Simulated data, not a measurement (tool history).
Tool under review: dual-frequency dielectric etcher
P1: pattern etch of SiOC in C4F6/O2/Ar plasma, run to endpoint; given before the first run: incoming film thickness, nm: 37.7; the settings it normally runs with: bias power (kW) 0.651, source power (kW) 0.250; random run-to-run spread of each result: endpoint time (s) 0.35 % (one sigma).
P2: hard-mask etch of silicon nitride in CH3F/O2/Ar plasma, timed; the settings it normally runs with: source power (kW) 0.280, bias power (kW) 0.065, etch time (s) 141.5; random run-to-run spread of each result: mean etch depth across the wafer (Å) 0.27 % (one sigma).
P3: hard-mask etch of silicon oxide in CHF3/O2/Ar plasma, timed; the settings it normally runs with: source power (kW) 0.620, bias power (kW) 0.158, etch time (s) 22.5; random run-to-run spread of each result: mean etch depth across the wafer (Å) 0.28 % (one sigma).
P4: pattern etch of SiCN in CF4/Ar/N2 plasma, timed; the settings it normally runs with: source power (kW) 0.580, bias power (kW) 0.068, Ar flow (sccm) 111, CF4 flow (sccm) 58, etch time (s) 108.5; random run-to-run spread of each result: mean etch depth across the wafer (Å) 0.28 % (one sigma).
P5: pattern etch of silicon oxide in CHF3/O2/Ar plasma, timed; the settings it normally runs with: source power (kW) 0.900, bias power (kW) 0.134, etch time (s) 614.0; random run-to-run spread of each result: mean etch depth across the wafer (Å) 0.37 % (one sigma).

run,hour,process that ran,bias power (kW),source power (kW),etch time (s),Ar flow (sccm),CF4 flow (sccm),endpoint time (s),mean etch depth across the wafer (Å)
1,3.9,P1,0.651,0.250,,,,13.127,
2,6.4,P1,0.786,0.200,,,,13.250,
3,10.4,P2,0.065,0.280,141.5,,,,832.81
4,12.9,P5,0.134,0.680,614.0,,,,11560.00
5,15.8,P4,0.068,0.740,108.5,111,58,,1307.50
6,17.7,P3,0.158,0.620,13.0,,,,251.68
7,21.2,P1,0.651,0.320,,,,11.945,
8,23.9,P5,0.171,0.900,614.0,,,,14049.00
9,27.5,P4,0.068,0.580,108.5,111,58,,1054.40
10,31.9,P4,0.068,0.580,108.5,84,58,,1109.70
11,35.6,P5,0.134,0.900,816.0,,,,17370.00
12,38.7,P2,0.083,0.280,141.5,,,,912.06
13,40.6,P3,0.224,0.620,22.5,,,,489.72
14,44.4,P1,0.651,0.200,,,,14.213,
15,48.4,P4,0.068,0.580,79.5,111,58,,773.75
16,51.2,P2,0.065,0.160,141.5,,,,679.95
17,55.5,P3,0.158,0.620,22.5,,,,435.62
18,58.8,P2,0.065,0.280,141.5,,,,837.89
19,61.2,P4,0.068,0.580,108.5,111,58,,1060.50
20,64.7,P1,0.906,0.250,,,,11.446,
21,68.1,P3,0.158,0.620,22.5,,,,436.18
22,71.8,P1,0.441,0.250,,,,15.284,
23,75.0,P1,0.651,0.250,,,,13.047,
24,78.6,P1,0.651,0.250,,,,13.142,
25,81.0,P1,0.651,0.250,,,,13.070,
26,83.6,P5,0.134,0.900,614.0,,,,12946.00
27,88.0,P2,0.065,0.280,181.5,,,,1075.40
28,90.4,P4,0.068,0.580,108.5,111,47,,1024.40
29,94.0,P1,0.651,0.250,,,,13.056,
30,98.3,P1,0.651,0.250,,,,13.124,
31,101.3,P3,0.158,0.480,22.5,,,,394.93
32,105.3,P4,0.093,0.580,108.5,111,58,,1191.90
33,108.5,P1,0.651,0.250,,,,13.119,
34,111.9,P1,0.651,0.250,,,,13.223,
35,116.2,P1,0.651,0.250,,,,13.382,
# hour 116.9: wet clean of the chamber
36,120.1,P1,0.651,0.250,,,,13.353,
37,123.8,P1,0.651,0.250,,,,13.249,
38,126.1,P1,0.651,0.250,,,,13.285,
39,128.9,P1,0.651,0.250,,,,13.337,

Compared with where it was, what P1 gives has crept away. Each cause listed below fits the log as well as the rest, at the size given for it:
A: source power that arrives under what is set, % = 4.75
B: bias power that arrives under what is set, % = 4.38
The process output started creeping at around hour 108.5.
Why every other cause is out:
chamber walls in a state that lowers the etch rate, %: its service at hour 116.9 followed the start of the drift and did not put the process back to its old value

Which of the 4 check runs listed below separates the causes, so that each cause would produce a clearly different result? Each run uses one wafer, and its results are marked with question marks.
check 1,131.7,P4,0.068,0.580,108.5,111,58,,?
check 2,131.7,P5,0.134,0.900,614.0,,,,?
check 3,131.7,P3,0.158,0.620,22.5,,,,?
check 4,131.7,P2,0.065,0.280,141.5,,,,?

Outcome of each check run for each possible cause:
check,result,if A,if B
check 1,mean etch depth across the wafer (Å),1015.10,1042.80
check 2,mean etch depth across the wafer (Å),12724.00,12795.00
check 3,mean etch depth across the wafer (Å),428.00,429.81
check 4,mean etch depth across the wafer (Å),821.03,823.53
How far apart the two closest causes lie, in the result that separates them most: check 1 2.69 %; check 2 0.55 %; check 3 0.42 %; check 4 0.3 %
Only check 1 tells the causes apart: in the others they would give nearly the same result.

Check 1 was then run and gave: mean etch depth across the wafer (Å) 1016.80. Which cause is it?

It was cause A: source power that arrives under what is set, %.

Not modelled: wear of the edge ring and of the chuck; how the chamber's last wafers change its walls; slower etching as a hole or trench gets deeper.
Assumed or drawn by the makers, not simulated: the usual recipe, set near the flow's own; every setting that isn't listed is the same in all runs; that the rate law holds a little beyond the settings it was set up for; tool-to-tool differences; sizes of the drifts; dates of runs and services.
